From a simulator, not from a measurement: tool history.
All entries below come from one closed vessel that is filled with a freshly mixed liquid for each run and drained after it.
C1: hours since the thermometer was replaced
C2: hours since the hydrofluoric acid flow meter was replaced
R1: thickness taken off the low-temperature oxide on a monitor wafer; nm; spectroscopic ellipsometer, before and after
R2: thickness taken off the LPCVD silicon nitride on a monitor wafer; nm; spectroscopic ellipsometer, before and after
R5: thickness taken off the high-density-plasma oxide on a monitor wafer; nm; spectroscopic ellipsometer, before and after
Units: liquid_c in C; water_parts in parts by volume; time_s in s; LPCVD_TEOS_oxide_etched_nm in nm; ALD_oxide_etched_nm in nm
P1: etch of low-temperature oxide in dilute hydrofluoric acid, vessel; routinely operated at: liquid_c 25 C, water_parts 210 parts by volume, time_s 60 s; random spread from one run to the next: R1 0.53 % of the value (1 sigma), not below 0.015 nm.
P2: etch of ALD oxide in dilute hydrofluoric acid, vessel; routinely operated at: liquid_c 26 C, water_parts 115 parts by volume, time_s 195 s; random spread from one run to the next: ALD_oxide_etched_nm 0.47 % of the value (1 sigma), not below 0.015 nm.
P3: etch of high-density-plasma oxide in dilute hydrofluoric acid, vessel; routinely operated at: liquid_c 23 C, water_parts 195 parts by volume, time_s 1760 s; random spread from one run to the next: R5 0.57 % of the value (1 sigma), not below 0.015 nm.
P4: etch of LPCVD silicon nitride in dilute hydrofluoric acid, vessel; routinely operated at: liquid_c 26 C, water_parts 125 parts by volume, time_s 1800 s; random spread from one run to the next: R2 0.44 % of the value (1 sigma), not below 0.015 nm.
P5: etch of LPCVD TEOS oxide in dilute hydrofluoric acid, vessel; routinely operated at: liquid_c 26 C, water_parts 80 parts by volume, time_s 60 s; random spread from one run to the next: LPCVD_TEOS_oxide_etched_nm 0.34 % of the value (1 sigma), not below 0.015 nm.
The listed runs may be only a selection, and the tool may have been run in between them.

Run 1, hour 14.4: process P1, liquid_c 25 C, water_parts 210 parts by volume, time_s 60 s; C1 634.2; C2 961.1. Result: R1 7.3908 nm.
Run 2, hour 29.9: process P1, liquid_c 25 C, water_parts 210 parts by volume, time_s 60 s; C1 649.7; C2 976.6. Result: R1 7.459 nm.
Run 3, hour 41.4: process P4, liquid_c 26 C, water_parts 205 parts by volume, time_s 1800 s; C1 661.2; C2 988.1. Result: R2 4.6827 nm.
Run 4, hour 53.4: process P5, liquid_c 34 C, water_parts 80 parts by volume, time_s 60 s; C1 673.2; C2 1000.1. Result: LPCVD_TEOS_oxide_etched_nm 22.93 nm.
Run 5, hour 66.9: process P1, liquid_c 25 C, water_parts 210 parts by volume, time_s 60 s; C1 686.7; C2 1013.6. Result: R1 7.4678 nm.
Run 6, hour 79.9: process P2, liquid_c 34 C, water_parts 115 parts by volume, time_s 195 s; C1 699.7; C2 1026.6. Result: ALD_oxide_etched_nm 31.243 nm.
Run 7, hour 91.2: process P1, liquid_c 19 C, water_parts 210 parts by volume, time_s 30 s; C1 711; C2 1037.9. Result: R1 2.9198 nm.
Run 8, hour 98.8: process P3, liquid_c 17 C, water_parts 195 parts by volume, time_s 1760 s; C1 718.6; C2 1045.5. Result: R5 38.384 nm.
Run 9, hour 109: process P5, liquid_c 26 C, water_parts 80 parts by volume, time_s 60 s; C1 728.8; C2 1055.7. Result: LPCVD_TEOS_oxide_etched_nm 16.934 nm.
Run 10, hour 122.2: process P3, liquid_c 23 C, water_parts 195 parts by volume, time_s 1760 s; C1 742; C2 1068.9. Result: R5 48.492 nm.
Run 11, hour 136.9: process P2, liquid_c 26 C, water_parts 115 parts by volume, time_s 195 s; C1 756.7; C2 1083.6. Result: ALD_oxide_etched_nm 23.077 nm.
Run 12, hour 147.7: process P1, liquid_c 25 C, water_parts 210 parts by volume, time_s 110 s; C1 767.5; C2 1094.4. Result: R1 13.622 nm.
Run 13, hour 157.5: process P1, liquid_c 25 C, water_parts 210 parts by volume, time_s 60 s; C1 777.3; C2 1104.2. Result: R1 7.4241 nm.
Run 14, hour 166.8: process P1, liquid_c 25 C, water_parts 210 parts by volume, time_s 60 s; C1 786.6; C2 1113.5. Result: R1 7.4636 nm.
Run 15, hour 178.7: process P3, liquid_c 23 C, water_parts 315 parts by volume, time_s 1760 s; C1 798.5; C2 1125.4. Result: R5 26.526 nm.
Run 16, hour 189.8: process P1, liquid_c 31.5 C, water_parts 210 parts by volume, time_s 60 s; C1 809.6; C2 1136.5. Result: R1 9.2899 nm.
At hour 192.5: thermometer replaced.
Run 17, hour 200.7: process P4, liquid_c 32.5 C, water_parts 125 parts by volume, time_s 1800 s; C1 8.2; C2 1147.4. Result: R2 11.47 nm.
Run 18, hour 215.3: process P2, liquid_c 26 C, water_parts 175 parts by volume, time_s 195 s; C1 22.8; C2 1162. Result: ALD_oxide_etched_nm 14.126 nm.
Run 19, hour 228.2: process P3, liquid_c 23 C, water_parts 195 parts by volume, time_s 450 s; C1 35.7; C2 1174.9. Result: R5 12.378 nm.
Run 20, hour 242.8: process P2, liquid_c 26 C, water_parts 115 parts by volume, time_s 195 s; C1 50.3; C2 1189.5. Result: ALD_oxide_etched_nm 23.191 nm.
Run 21, hour 258.1: process P1, liquid_c 25 C, water_parts 210 parts by volume, time_s 60 s; C1 65.6; C2 1204.8. Result: R1 7.3634 nm.
Run 22, hour 265.4: process P1, liquid_c 25 C, water_parts 210 parts by volume, time_s 30 s; C1 72.9; C2 1212.1. Result: R1 3.7004 nm.
Run 23, hour 272.4: process P5, liquid_c 26 C, water_parts 80 parts by volume, time_s 115 s; C1 79.9; C2 1219.1. Result: LPCVD_TEOS_oxide_etched_nm 32.431 nm.
Run 24, hour 286.6: process P1, liquid_c 18 C, water_parts 210 parts by volume, time_s 35 s; C1 94.1; C2 1233.3. Result: R1 3.2856 nm.
Run 25, hour 294: process P1, liquid_c 25 C, water_parts 85 parts by volume, time_s 60 s; C1 101.5; C2 1240.7. Result: R1 21.252 nm.
Run 26, hour 309.1: process P4, liquid_c 26 C, water_parts 125 parts by volume, time_s 1800 s; C1 116.6; C2 1255.8. Result: R2 7.7135 nm.
Run 27, hour 317.4: process P5, liquid_c 26 C, water_parts 125 parts by volume, time_s 60 s; C1 124.9; C2 1264.1. Result: LPCVD_TEOS_oxide_etched_nm 10.22 nm.
Run 28, hour 329.7: process P4, liquid_c 26 C, water_parts 125 parts by volume, time_s 1800 s; C1 137.2; C2 1276.4. Result: R2 7.6579 nm.

Run 29 has not been measured yet. What should we expect?
Run 29, hour 341.6: process P4, liquid_c 26 C, water_parts 125 parts by volume, time_s 540 s; C1 149.1; C2 1288.3. Result: R2 ?.

R2: 2.2588 nm

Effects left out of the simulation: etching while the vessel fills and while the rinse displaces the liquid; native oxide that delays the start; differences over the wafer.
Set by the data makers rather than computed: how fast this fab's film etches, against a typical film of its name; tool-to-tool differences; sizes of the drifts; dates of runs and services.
